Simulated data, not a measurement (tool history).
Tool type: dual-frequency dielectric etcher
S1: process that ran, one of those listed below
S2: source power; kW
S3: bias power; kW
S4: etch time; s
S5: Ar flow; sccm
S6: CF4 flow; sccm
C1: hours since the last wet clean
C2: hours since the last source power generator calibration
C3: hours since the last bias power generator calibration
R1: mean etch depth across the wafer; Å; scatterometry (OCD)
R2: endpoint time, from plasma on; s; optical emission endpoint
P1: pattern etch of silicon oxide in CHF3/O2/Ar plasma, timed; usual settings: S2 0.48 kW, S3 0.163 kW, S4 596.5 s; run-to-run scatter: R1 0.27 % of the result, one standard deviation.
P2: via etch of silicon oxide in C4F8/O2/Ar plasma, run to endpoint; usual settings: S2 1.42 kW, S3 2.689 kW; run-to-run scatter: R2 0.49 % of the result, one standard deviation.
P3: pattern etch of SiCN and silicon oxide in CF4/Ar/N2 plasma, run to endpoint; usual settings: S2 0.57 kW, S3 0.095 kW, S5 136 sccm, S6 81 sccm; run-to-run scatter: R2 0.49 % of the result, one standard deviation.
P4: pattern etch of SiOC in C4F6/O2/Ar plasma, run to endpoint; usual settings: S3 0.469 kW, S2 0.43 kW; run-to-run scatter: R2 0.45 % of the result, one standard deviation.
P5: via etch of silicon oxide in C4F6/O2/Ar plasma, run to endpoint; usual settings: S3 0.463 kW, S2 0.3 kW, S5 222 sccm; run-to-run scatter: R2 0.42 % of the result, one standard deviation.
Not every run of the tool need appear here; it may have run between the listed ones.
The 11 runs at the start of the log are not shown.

{"run": 12, "hour": 53.5, "S1": "P1", "S2": 0.48, "S3": 0.163, "S4": 395.5, "C1": 177.3, "C2": 1257.5, "C3": 1619.9, "R1": 6990}
{"run": 13, "hour": 56.5, "S1": "P1", "S2": 0.48, "S3": 0.163, "S4": 596.5, "C1": 180.3, "C2": 1260.5, "C3": 1622.9, "R1": 10534}
{"run": 14, "hour": 59.3, "S1": "P1", "S2": 0.48, "S3": 0.163, "S4": 596.5, "C1": 183.1, "C2": 1263.3, "C3": 1625.7, "R1": 10527}
{"run": 15, "hour": 65.0, "S1": "P1", "S2": 0.48, "S3": 0.107, "S4": 596.5, "C1": 188.8, "C2": 1269, "C3": 1631.4, "R1": 9215.6}
{"run": 16, "hour": 70.2, "S1": "P5", "S2": 0.3, "S3": 0.644, "S5": 222, "C1": 194, "C2": 1274.2, "C3": 1636.6, "R2": 18.302}
{"run": 17, "hour": 75.1, "S1": "P1", "S2": 0.37, "S3": 0.163, "S4": 596.5, "C1": 198.9, "C2": 1279.1, "C3": 1641.5, "R1": 9548}
{"run": 18, "hour": 77.7, "S1": "P4", "S2": 0.43, "S3": 0.469, "C1": 201.5, "C2": 1281.7, "C3": 1644.1, "R2": 11.334}
{"run": 19, "hour": 80.9, "S1": "P1", "S2": 0.6, "S3": 0.163, "S4": 812, "C1": 204.7, "C2": 1284.9, "C3": 1647.3, "R1": 15702}
{"run": 20, "hour": 85.3, "S1": "P5", "S2": 0.3, "S3": 0.463, "S5": 156, "C1": 209.1, "C2": 1289.3, "C3": 1651.7, "R2": 20.232}
{"run": 21, "hour": 88.2, "S1": "P1", "S2": 0.48, "S3": 0.163, "S4": 596.5, "C1": 212, "C2": 1292.2, "C3": 1654.6, "R1": 10546}
{"run": 22, "hour": 92.5, "S1": "P1", "S2": 0.48, "S3": 0.163, "S4": 758.5, "C1": 216.3, "C2": 1296.5, "C3": 1658.9, "R1": 13362}
{"run": 23, "hour": 96.7, "S1": "P2", "S2": 1.42, "S3": 3.8, "C1": 220.5, "C2": 1300.7, "C3": 1663.1, "R2": 164.88}
{"run": 24, "hour": 100.1, "S1": "P4", "S2": 0.61, "S3": 0.469, "C1": 223.9, "C2": 1304.1, "C3": 1666.5, "R2": 9.9008}
{"run": 25, "hour": 103.2, "S1": "P4", "S2": 0.43, "S3": 0.31, "C1": 227, "C2": 1307.2, "C3": 1669.6, "R2": 13.131}
{"run": 26, "hour": 106.3, "S1": "P3", "S2": 0.57, "S3": 0.095, "S5": 175, "S6": 81, "C1": 230.1, "C2": 1310.3, "C3": 1672.7, "R2": 11.098}
{"run": 27, "hour": 110.1, "S1": "P5", "S2": 0.3, "S3": 0.463, "S5": 222, "C1": 233.9, "C2": 1314.1, "C3": 1676.5, "R2": 21.002}
{"run": 28, "hour": 114.8, "S1": "P3", "S2": 0.57, "S3": 0.095, "S5": 136, "S6": 114, "C1": 238.6, "C2": 1318.8, "C3": 1681.2, "R2": 10.182}
{"run": 29, "hour": 119.7, "S1": "P2", "S2": 1.95, "S3": 2.689, "C1": 243.5, "C2": 1323.7, "C3": 1686.1, "R2": 165.22}
{"run": 30, "hour": 124.0, "S1": "P1", "S2": 0.37, "S3": 0.189, "S4": 596.5, "C1": 247.8, "C2": 1328, "C3": 1690.4, "R1": 10024}
{"run": 31, "hour": 127.0, "S1": "P1", "S2": 0.48, "S3": 0.163, "S4": 596.5, "C1": 250.8, "C2": 1331, "C3": 1693.4, "R1": 10524}

Forecast run 32:
{"run": 32, "hour": 131.8, "S1": "P1", "S2": 0.48, "S3": 0.163, "S4": 596.5, "C1": 255.6, "C2": 1335.8, "C3": 1698.2, "R1": "?"}

R1: 10606 Å

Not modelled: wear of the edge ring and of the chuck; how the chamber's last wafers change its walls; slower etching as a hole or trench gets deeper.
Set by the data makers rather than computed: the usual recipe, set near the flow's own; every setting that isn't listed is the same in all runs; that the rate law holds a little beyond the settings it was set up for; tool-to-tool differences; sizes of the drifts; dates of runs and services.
